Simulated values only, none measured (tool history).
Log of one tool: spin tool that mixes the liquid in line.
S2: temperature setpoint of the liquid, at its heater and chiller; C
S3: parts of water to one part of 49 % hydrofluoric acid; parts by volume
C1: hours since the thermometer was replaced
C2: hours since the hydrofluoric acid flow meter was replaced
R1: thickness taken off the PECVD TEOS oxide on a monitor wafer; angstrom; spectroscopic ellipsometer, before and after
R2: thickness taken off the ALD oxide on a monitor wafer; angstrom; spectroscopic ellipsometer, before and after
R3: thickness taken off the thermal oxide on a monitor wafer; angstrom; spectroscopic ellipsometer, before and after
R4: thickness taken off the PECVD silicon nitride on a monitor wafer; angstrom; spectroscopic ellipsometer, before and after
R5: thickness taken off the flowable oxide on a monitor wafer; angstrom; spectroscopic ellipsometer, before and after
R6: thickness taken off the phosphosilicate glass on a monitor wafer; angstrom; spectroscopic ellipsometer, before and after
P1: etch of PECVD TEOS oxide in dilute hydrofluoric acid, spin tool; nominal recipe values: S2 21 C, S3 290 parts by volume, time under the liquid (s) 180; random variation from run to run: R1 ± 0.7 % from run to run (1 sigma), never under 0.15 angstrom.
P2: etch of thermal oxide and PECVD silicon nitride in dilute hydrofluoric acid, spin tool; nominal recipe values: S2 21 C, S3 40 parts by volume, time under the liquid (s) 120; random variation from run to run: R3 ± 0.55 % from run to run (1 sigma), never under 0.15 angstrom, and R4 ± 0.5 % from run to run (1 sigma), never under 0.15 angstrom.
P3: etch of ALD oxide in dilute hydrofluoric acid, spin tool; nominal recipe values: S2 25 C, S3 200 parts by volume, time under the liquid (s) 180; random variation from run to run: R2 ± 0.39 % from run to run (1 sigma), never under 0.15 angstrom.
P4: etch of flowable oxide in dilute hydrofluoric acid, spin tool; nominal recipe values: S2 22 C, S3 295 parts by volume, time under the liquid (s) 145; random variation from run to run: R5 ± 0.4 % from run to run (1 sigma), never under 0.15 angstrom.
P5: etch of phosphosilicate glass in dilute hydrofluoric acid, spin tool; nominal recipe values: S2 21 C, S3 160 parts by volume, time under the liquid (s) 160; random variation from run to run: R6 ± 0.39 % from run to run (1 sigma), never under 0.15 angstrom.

run 1 day=0.183 | process_that_ran=P1 S2=21 S3=290 time_under_the_liquid_(s)=180 | C1=1386 C2=500.8 | R1=37.579
run 2 day=0.392 | process_that_ran=P1 S2=21 S3=290 time_under_the_liquid_(s)=180 | C1=1391 C2=505.8 | R1=37.617
run 3 day=0.55 | process_that_ran=P1 S2=21 S3=290 time_under_the_liquid_(s)=180 | C1=1394.8 C2=509.6 | R1=38.197
run 4 day=0.712 | process_that_ran=P3 S2=25 S3=200 time_under_the_liquid_(s)=95 | C1=1398.7 C2=513.5 | R2=43.759
run 5 day=0.833 | process_that_ran=P1 S2=21 S3=175 time_under_the_liquid_(s)=340 | C1=1401.6 C2=516.4 | R1=132.64
run 6 day=0.983 | process_that_ran=P1 S2=21 S3=290 time_under_the_liquid_(s)=180 | C1=1405.2 C2=520 | R1=37.818
run 7 day=1.142 | process_that_ran=P2 S2=21 S3=20 time_under_the_liquid_(s)=120 | C1=1409 C2=523.8 | R3=281.13 R4=247.82
run 8 day=1.358 | process_that_ran=P4 S2=22 S3=295 time_under_the_liquid_(s)=215 | C1=1414.2 C2=529 | R5=275.05
run 9 day=1.462 | process_that_ran=P5 S2=21 S3=160 time_under_the_liquid_(s)=160 | C1=1416.7 C2=531.5 | R6=536.27
run 10 day=1.612 | process_that_ran=P2 S2=21 S3=40 time_under_the_liquid_(s)=120 | C1=1420.3 C2=535.1 | R3=138.24 R4=126.57
run 11 day=1.788 | process_that_ran=P4 S2=22 S3=295 time_under_the_liquid_(s)=145 | C1=1424.5 C2=539.3 | R5=185.99
run 12 day=2.004 | process_that_ran=P4 S2=22 S3=500 time_under_the_liquid_(s)=145 | C1=1429.7 C2=544.5 | R5=92.205
run 13 day=2.133 | process_that_ran=P1 S2=21 S3=510 time_under_the_liquid_(s)=180 | C1=1432.8 C2=547.6 | R1=17.998
run 14 day=2.317 | process_that_ran=P1 S2=26 S3=290 time_under_the_liquid_(s)=180 | C1=1437.2 C2=552 | R1=44.554
run 15 day=2.488 | process_that_ran=P2 S2=21 S3=40 time_under_the_liquid_(s)=120 | C1=1441.3 C2=556.1 | R3=138.26 R4=125.88
run 16 day=2.608 | process_that_ran=P1 S2=17 S3=290 time_under_the_liquid_(s)=180 | C1=1444.2 C2=559 | R1=32.689
run 17 day=2.733 | process_that_ran=P1 S2=21 S3=290 time_under_the_liquid_(s)=295 | C1=1447.2 C2=562 | R1=62.049
run 18 day=2.871 | process_that_ran=P3 S2=25 S3=200 time_under_the_liquid_(s)=180 | C1=1450.5 C2=565.3 | R2=83.582
run 19 day=3.042 | process_that_ran=P4 S2=28.5 S3=295 time_under_the_liquid_(s)=145 | C1=1454.6 C2=569.4 | R5=232.42
run 20 day=3.212 | process_that_ran=P5 S2=21 S3=160 time_under_the_liquid_(s)=305 | C1=1458.7 C2=573.5 | R6=1017

Predict the results of run 21:
run 21 day=3.383 | process_that_ran=P1 S2=21 S3=290 time_under_the_liquid_(s)=180 | C1=1462.8 C2=577.6 | R1=?

R1: 37.892 angstrom

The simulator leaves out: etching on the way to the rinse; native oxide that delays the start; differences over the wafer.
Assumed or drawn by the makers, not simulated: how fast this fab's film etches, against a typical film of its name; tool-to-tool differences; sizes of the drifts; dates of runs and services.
